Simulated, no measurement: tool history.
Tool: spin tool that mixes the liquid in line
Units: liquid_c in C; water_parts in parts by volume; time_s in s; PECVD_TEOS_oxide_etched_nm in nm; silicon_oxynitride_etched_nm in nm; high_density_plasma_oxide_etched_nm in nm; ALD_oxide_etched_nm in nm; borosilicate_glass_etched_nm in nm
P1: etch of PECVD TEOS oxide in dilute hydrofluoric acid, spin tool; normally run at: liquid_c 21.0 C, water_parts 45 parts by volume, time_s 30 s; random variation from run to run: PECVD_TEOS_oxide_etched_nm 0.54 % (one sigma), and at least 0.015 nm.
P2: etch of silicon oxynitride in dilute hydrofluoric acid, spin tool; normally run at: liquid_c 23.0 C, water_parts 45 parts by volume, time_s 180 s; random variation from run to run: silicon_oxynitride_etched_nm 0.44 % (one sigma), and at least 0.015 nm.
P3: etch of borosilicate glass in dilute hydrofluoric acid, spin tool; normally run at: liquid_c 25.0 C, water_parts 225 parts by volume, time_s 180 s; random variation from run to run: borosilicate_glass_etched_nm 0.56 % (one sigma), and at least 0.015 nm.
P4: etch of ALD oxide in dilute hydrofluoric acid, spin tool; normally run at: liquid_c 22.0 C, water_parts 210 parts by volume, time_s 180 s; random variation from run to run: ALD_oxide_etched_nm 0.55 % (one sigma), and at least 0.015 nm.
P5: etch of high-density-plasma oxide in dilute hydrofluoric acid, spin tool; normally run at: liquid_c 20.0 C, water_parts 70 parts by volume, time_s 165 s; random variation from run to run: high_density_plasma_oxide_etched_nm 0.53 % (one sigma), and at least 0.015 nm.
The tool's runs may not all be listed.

run,day,process,liquid_c,water_parts,time_s,hours since the thermometer was replaced,hours since the hydrofluoric acid flow meter was replaced,PECVD_TEOS_oxide_etched_nm,silicon_oxynitride_etched_nm,high_density_plasma_oxide_etched_nm,ALD_oxide_etched_nm,borosilicate_glass_etched_nm
1,0.292,P1,21.0,45,30,597.9,1163.9,7.0650,,,,
2,0.717,P2,23.0,45,180,608.1,1174.1,,11.0850,,,
3,0.975,P1,21.0,45,60,614.3,1180.3,14.2640,,,,
4,1.271,P1,21.0,45,30,621.4,1187.4,7.1442,,,,
5,1.533,P1,21.0,20,15,627.7,1193.7,8.3396,,,,
6,2.025,P1,21.0,45,30,639.5,1205.5,7.2225,,,,
7,2.492,P2,23.0,45,35,650.7,1216.7,,2.1451,,,
8,2.783,P1,21.0,65,30,657.7,1223.7,4.8427,,,,
9,3.258,P5,20.0,125,165,669.1,1235.1,,,12.572,,
10,3.788,P1,21.0,45,30,681.8,1247.8,7.1544,,,,
11,4.196,P1,17.0,45,30,691.6,1257.6,6.1002,,,,
12,4.608,P2,23.0,45,180,701.5,1267.5,,11.0500,,,
13,5.025,P4,22.0,210,180,711.5,1277.5,,,,8.0618,
14,5.462,P3,25.0,395,180,722.0,1288.0,,,,,6.4795
15,5.979,P3,25.0,225,30,734.4,1300.4,,,,,2.2254
16,6.396,P3,25.0,225,180,744.4,1310.4,,,,,13.3960
17,6.738,P1,26.5,45,30,752.6,1318.6,8.9507,,,,
18,7.308,P1,21.0,45,30,766.3,1332.3,7.1478,,,,
19,7.758,P3,25.0,225,180,777.1,1343.1,,,,,13.3650
20,8.088,P2,19.0,45,180,785.0,1351.0,,9.0562,,,
21,8.358,P5,20.0,70,165,791.5,1357.5,,,23.902,,
22,8.792,P2,23.0,75,180,801.9,1367.9,,6.5401,,,

Forecast run 23:
23,9.183,P5,17.0,70,165,811.3,1377.3,,,?,,

{"run 23": {"high_density_plasma_oxide_etched_nm": 21.162}}
